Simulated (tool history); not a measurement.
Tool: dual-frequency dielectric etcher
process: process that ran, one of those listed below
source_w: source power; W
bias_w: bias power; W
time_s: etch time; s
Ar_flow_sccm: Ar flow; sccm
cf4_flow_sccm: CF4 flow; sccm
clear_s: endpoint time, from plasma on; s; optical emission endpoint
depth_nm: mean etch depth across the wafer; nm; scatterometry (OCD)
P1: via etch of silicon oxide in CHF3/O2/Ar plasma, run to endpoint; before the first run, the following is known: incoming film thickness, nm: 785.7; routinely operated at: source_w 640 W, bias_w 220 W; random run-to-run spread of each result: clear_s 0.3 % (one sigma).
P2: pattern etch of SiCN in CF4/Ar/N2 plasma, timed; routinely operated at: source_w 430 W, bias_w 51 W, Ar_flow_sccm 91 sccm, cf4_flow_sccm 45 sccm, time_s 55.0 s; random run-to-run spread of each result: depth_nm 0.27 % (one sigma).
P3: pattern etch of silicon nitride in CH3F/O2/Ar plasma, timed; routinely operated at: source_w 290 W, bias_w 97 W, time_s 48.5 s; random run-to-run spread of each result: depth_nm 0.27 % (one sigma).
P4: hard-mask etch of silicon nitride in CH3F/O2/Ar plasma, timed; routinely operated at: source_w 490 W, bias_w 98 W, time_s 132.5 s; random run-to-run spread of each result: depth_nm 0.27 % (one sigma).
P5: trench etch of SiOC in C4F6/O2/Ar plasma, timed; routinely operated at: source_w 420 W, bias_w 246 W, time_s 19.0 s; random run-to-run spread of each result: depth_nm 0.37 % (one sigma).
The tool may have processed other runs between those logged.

| run | hour | process | source_w | bias_w | time_s | Ar_flow_sccm | cf4_flow_sccm | hours since the last wet clean | hours since the last source power generator calibration | hours since the last bias power generator calibration | clear_s | depth_nm |
|---|---|---|---|---|---|---|---|---|---|---|---|---|
| 1 | 13.0 | P1 | 640 | 220 |  |  |  | 185.9 | 1683.6 | 227.3 | 353.36 |  |
| 2 | 29.0 | P1 | 640 | 180 |  |  |  | 201.9 | 1699.6 | 243.3 | 378.82 |  |
| 3 | 45.2 | P4 | 490 | 66 | 132.5 |  |  | 218.1 | 1715.8 | 259.5 |  | 97.575 |
| 4 | 54.3 | P1 | 640 | 220 |  |  |  | 227.2 | 1724.9 | 268.6 | 354.81 |  |
| 5 | 66.5 | P2 | 430 | 51 | 55.0 | 68 | 45 | 239.4 | 1737.1 | 280.8 |  | 40.066 |
| 6 | 76.1 | P3 | 190 | 97 | 48.5 |  |  | 249.0 | 1746.7 | 290.4 |  | 28.666 |
| 7 | 89.3 | P5 | 420 | 246 | 19.0 |  |  | 262.2 | 1759.9 | 303.6 |  | 44.531 |
| 8 | 104.8 | P4 | 300 | 98 | 132.5 |  |  | 277.7 | 1775.4 | 319.1 |  | 93.689 |
| 9 | 121.9 | P1 | 880 | 220 |  |  |  | 294.8 | 1792.5 | 336.2 | 315.19 |  |
| 10 | 134.6 | P5 | 420 | 148 | 19.0 |  |  | 307.5 | 1805.2 | 348.9 |  | 37.885 |
| 11 | 149.1 | P5 | 420 | 246 | 19.0 |  |  | 322.0 | 1819.7 | 363.4 |  | 44.531 |
| 12 | 163.5 | P2 | 430 | 51 | 37.5 | 91 | 45 | 336.4 | 1834.1 | 377.8 |  | 25.962 |
| 13 | 178.1 | P3 | 290 | 97 | 48.5 |  |  | 351.0 | 1848.7 | 392.4 |  | 33.547 |
| 14 | 193.5 | P1 | 490 | 220 |  |  |  | 366.4 | 1864.1 | 407.8 | 390.22 |  |
| 15 | 205.3 | P2 | 600 | 51 | 55.0 | 91 | 45 | 378.2 | 1875.9 | 419.6 |  | 50.860 |
| 16 | 219.5 | P2 | 430 | 51 | 55.0 | 91 | 45 | 392.4 | 1890.1 | 433.8 |  | 37.807 |
| 17 | 227.9 | P3 | 290 | 136 | 48.5 |  |  | 400.8 | 1898.5 | 442.2 |  | 38.209 |
| 18 | 243.7 | P1 | 640 | 220 |  |  |  | 416.6 | 1914.3 | 458.0 | 354.94 |  |
| 19 | 261.5 | P1 | 640 | 220 |  |  |  | 434.4 | 1932.1 | 475.8 | 354.02 |  |
| 20 | 272.2 | P2 | 430 | 70 | 55.0 | 91 | 45 | 445.1 | 1942.8 | 486.5 |  | 42.563 |
| 21 | 280.1 | P5 | 270 | 246 | 19.0 |  |  | 453.0 | 1950.7 | 494.4 |  | 37.480 |
| 22 | 291.4 | P4 | 490 | 98 | 77.0 |  |  | 464.3 | 1962.0 | 505.7 |  | 65.284 |
| 23 | 305.4 | P1 | 640 | 220 |  |  |  | 478.3 | 1976.0 | 519.7 | 355.33 |  |
|  | 315.6 | bias power generator calibrated |
| 24 | 322.5 | P1 | 640 | 220 |  |  |  | 495.4 | 1993.1 | 6.9 | 356.68 |  |
| 25 | 332.7 | P5 | 420 | 246 | 27.5 |  |  | 505.6 | 2003.3 | 17.1 |  | 64.614 |
| 26 | 346.2 | P4 | 490 | 98 | 132.5 |  |  | 519.1 | 2016.8 | 30.6 |  | 112.030 |
| 27 | 357.4 | P1 | 640 | 286 |  |  |  | 530.3 | 2028.0 | 41.8 | 321.47 |  |
| 28 | 370.5 | P3 | 290 | 97 | 73.0 |  |  | 543.4 | 2041.1 | 54.9 |  | 50.314 |
| 29 | 384.6 | P1 | 810 | 283 |  |  |  | 557.5 | 2055.2 | 69.0 | 296.08 |  |
| 30 | 395.4 | P2 | 430 | 51 | 55.0 | 91 | 58 | 568.3 | 2066.0 | 79.8 |  | 39.565 |
| 31 | 411.0 | P1 | 640 | 220 |  |  |  | 583.9 | 2081.6 | 95.4 | 355.61 |  |
| 32 | 426.7 | P1 | 640 | 220 |  |  |  | 599.6 | 2097.3 | 111.1 | 351.82 |  |
| 33 | 440.3 | P1 | 640 | 220 |  |  |  | 613.2 | 2110.9 | 124.7 | 349.66 |  |
| 34 | 457.1 | P1 | 640 | 220 |  |  |  | 630.0 | 2127.7 | 141.5 | 349.67 |  |
| 35 | 470.6 | P1 | 640 | 220 |  |  |  | 643.5 | 2141.2 | 155.0 | 348.46 |  |
| 36 | 487.8 | P1 | 640 | 220 |  |  |  | 660.7 | 2158.4 | 172.2 | 350.71 |  |
|  | 495.5 | wet clean of the chamber |
| 37 | 499.3 | P1 | 640 | 220 |  |  |  | 3.9 | 2169.9 | 183.7 | 350.87 |  |
| 38 | 508.3 | P1 | 640 | 220 |  |  |  | 12.9 | 2178.9 | 192.7 | 348.71 |  |
| 39 | 520.8 | P1 | 640 | 220 |  |  |  | 25.4 | 2191.4 | 205.2 | 348.82 |  |
| 40 | 528.7 | P1 | 640 | 220 |  |  |  | 33.3 | 2199.3 | 213.1 | 347.27 |  |

Compared with where it was, what P1 gives has crept away. Each cause listed below fits the log as well as the rest, at the size given for it:
A: source power that arrives over what is set, % = 4.06
B: bias power that arrives over what is set, % = 4.41
The process output started creeping at around hour 411.0.
What rules out each remaining cause:
chamber walls in a state that raises the etch rate, %: serviced after onset, at hour 495.5, with no recovery of the prior output

Each of the 4 check runs below uses one wafer; its results are left as question marks. Which run tells the causes apart?
| check 1 | 536.6 | P5 | 420 | 246 | 19.0 |  |  |  |  |  |  | ? |
| check 2 | 536.6 | P2 | 430 | 51 | 55.0 | 91 | 45 |  |  |  |  | ? |
| check 3 | 536.6 | P4 | 490 | 98 | 132.5 |  |  |  |  |  |  | ? |
| check 4 | 536.6 | P3 | 290 | 97 | 48.5 |  |  |  |  |  |  | ? |

What every check run would give for each of its results, assuming each possible cause in turn:
| check | result | if A | if B |
|---|---|---|---|
| check 1 | depth_nm | 45.222 | 45.192 |
| check 2 | depth_nm | 39.367 | 38.581 |
| check 3 | depth_nm | 113.830 | 113.920 |
| check 4 | depth_nm | 33.962 | 34.009 |
Distance between the nearest two causes, measured in the result of the check that separates them most: check 1 0.07 %; check 2 2.02 %; check 3 0.08 %; check 4 0.14 %
Check 2 distinguishes between the causes, while the remaining checks would return nearly the same result for all of them.

Check 2 was carried out, with these results: depth_nm 38.769 nm. Which of the listed causes is responsible?

The cause is B: bias power that arrives over what is set, %.
